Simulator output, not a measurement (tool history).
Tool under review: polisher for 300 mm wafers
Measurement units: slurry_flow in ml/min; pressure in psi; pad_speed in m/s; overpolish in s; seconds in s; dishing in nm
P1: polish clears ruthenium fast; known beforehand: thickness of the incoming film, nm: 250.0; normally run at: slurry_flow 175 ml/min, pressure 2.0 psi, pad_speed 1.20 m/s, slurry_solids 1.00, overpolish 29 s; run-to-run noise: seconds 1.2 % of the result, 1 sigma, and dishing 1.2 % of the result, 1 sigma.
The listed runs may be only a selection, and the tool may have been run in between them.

| run | hour | slurry_flow | pressure | pad_speed | slurry_solids | overpolish | wafers polished on this pad | hours since the slurry nozzle was cleaned | hours since the head pressure was calibrated | hours since the slurry blender was calibrated | seconds | dishing |
|---|---|---|---|---|---|---|---|---|---|---|---|---|
| 1 | 13.0 | 175 | 2.0 | 1.20 | 1.00 | 29 | 726 | 240.5 | 319.8 | 159.0 | 77.706 | 65.496 |
|  | 24.0 | slurry blender recalibrated |
| 2 | 28.1 | 175 | 2.0 | 1.20 | 0.65 | 29 | 891 | 255.6 | 334.9 | 4.1 | 99.414 | 55.617 |
| 3 | 40.4 | 175 | 2.0 | 1.20 | 1.00 | 29 | 1025 | 267.9 | 347.2 | 16.4 | 79.296 | 65.134 |
| 4 | 52.7 | 175 | 2.0 | 1.20 | 1.30 | 29 | 1160 | 280.2 | 359.5 | 28.7 | 71.426 | 69.633 |
| 5 | 65.8 | 175 | 2.0 | 1.20 | 1.00 | 29 | 1303 | 293.3 | 372.6 | 41.8 | 78.093 | 64.840 |
| 6 | 74.7 | 175 | 2.0 | 1.20 | 1.00 | 29 | 1400 | 302.2 | 381.5 | 50.7 | 80.954 | 64.727 |
| 7 | 85.9 | 175 | 2.0 | 0.64 | 1.00 | 29 | 1522 | 313.4 | 392.7 | 61.9 | 146.750 | 39.325 |
| 8 | 94.5 | 175 | 2.0 | 1.20 | 1.00 | 9 | 1616 | 322.0 | 401.3 | 70.5 | 78.856 | 23.929 |
| 9 | 104.4 | 175 | 0.9 | 1.20 | 1.00 | 29 | 1725 | 331.9 | 411.2 | 80.4 | 172.910 | 34.602 |
| 10 | 112.7 | 105 | 2.0 | 1.20 | 1.00 | 29 | 1815 | 340.2 | 419.5 | 88.7 | 85.408 | 61.346 |
| 11 | 126.7 | 175 | 2.7 | 1.20 | 1.00 | 29 | 1968 | 354.2 | 433.5 | 102.7 | 58.501 | 78.663 |
| 12 | 138.3 | 115 | 2.0 | 1.88 | 1.00 | 29 | 2095 | 365.8 | 445.1 | 114.3 | 55.109 | 83.033 |
| 13 | 151.5 | 175 | 2.0 | 1.20 | 1.00 | 50 | 2239 | 379.0 | 458.3 | 127.5 | 78.153 | 93.022 |
| 14 | 164.9 | 175 | 2.0 | 1.88 | 1.00 | 29 | 2386 | 392.4 | 471.7 | 140.9 | 49.923 | 88.184 |
| 15 | 178.7 | 240 | 2.0 | 1.20 | 1.00 | 29 | 2537 | 406.2 | 485.5 | 154.7 | 75.216 | 65.847 |
| 16 | 186.6 | 175 | 2.9 | 0.82 | 1.00 | 29 | 2623 | 414.1 | 493.4 | 162.6 | 79.682 | 65.150 |
| 17 | 201.8 | 175 | 2.0 | 1.20 | 1.00 | 29 | 2789 | 429.3 | 508.6 | 177.8 | 78.859 | 64.378 |
| 18 | 214.3 | 175 | 2.0 | 1.20 | 1.00 | 29 | 2926 | 441.8 | 521.1 | 190.3 | 81.090 | 63.884 |
| 19 | 228.8 | 175 | 2.0 | 1.20 | 1.00 | 29 | 3084 | 456.3 | 535.6 | 204.8 | 82.497 | 62.161 |
| 20 | 243.9 | 175 | 2.0 | 1.20 | 1.00 | 29 | 3249 | 471.4 | 550.7 | 219.9 | 85.295 | 62.187 |
|  | 249.7 | head pressure recalibrated |
| 21 | 252.0 | 175 | 2.0 | 1.20 | 1.00 | 29 | 3338 | 479.5 | 2.4 | 228.0 | 85.654 | 61.219 |
|  | 263.7 | worn pad replaced by a new one |
| 22 | 265.2 | 175 | 2.0 | 1.20 | 1.00 | 29 | 16 | 492.7 | 15.6 | 241.2 | 85.002 | 59.353 |
| 23 | 279.8 | 175 | 2.0 | 1.20 | 1.00 | 29 | 176 | 507.3 | 30.2 | 255.8 | 86.350 | 60.678 |
| 24 | 287.6 | 175 | 2.0 | 1.20 | 1.00 | 29 | 261 | 515.1 | 38.0 | 263.6 | 86.489 | 60.358 |

The output of P1 has drifted from where it used to be. Each of the 2 causes below, taken at the size shown beside it, accounts for the log equally well:
A: slurry flow missing at the pad, % = 37.7
B: abrasive missing from the slurry, % = 17
The creep began at about hour 201.8.
All other causes, with the reason each is excluded:
removal rate lost through wear of the pad, %: serviced at hour 263.7, after the drift had started, without restoring the earlier output
head's pressure below its setpoint, %: serviced at hour 249.7, after the drift had started, without restoring the earlier output

Which of the check runs below tells the causes apart, meaning the causes would give it clearly different results? Each run uses 3 wafers whose results are averaged, and each result is shown as a question mark.
| check 1 | 295.4 | 115 | 2.0 | 1.20 | 1.30 | 29 |  |  |  |  | ? | ? |
| check 2 | 295.4 | 175 | 2.0 | 1.78 | 1.00 | 29 |  |  |  |  | ? | ? |
| check 3 | 295.4 | 175 | 2.0 | 0.78 | 1.00 | 9 |  |  |  |  | ? | ? |
| check 4 | 295.4 | 175 | 2.0 | 1.46 | 1.00 | 29 |  |  |  |  | ? | ? |

What every check run would give for each of its results, assuming each possible cause in turn:
| check | result | if A | if B |
|---|---|---|---|
| check 1 | seconds | 86.232 | 81.880 |
| check 1 | dishing | 60.201 | 62.598 |
| check 2 | seconds | 57.789 | 57.814 |
| check 2 | dishing | 80.024 | 80.001 |
| check 3 | seconds | 131.880 | 131.930 |
| check 3 | dishing | 14.906 | 14.900 |
| check 4 | seconds | 70.455 | 70.485 |
| check 4 | dishing | 69.859 | 69.837 |
Smallest distance between any two causes, each pair judged by its most separating result, in per cent: check 1 5.18 %; check 2 0.04 %; check 3 0.04 %; check 4 0.04 %
Check 1 is the one run that separates the causes; every other check would come out nearly the same whichever cause is at work.

Running check 1 produced the following: seconds 80.808 s; dishing 62.750 nm. Which one of the listed causes fits?

Of the candidate causes, it is B: abrasive missing from the slurry, %.
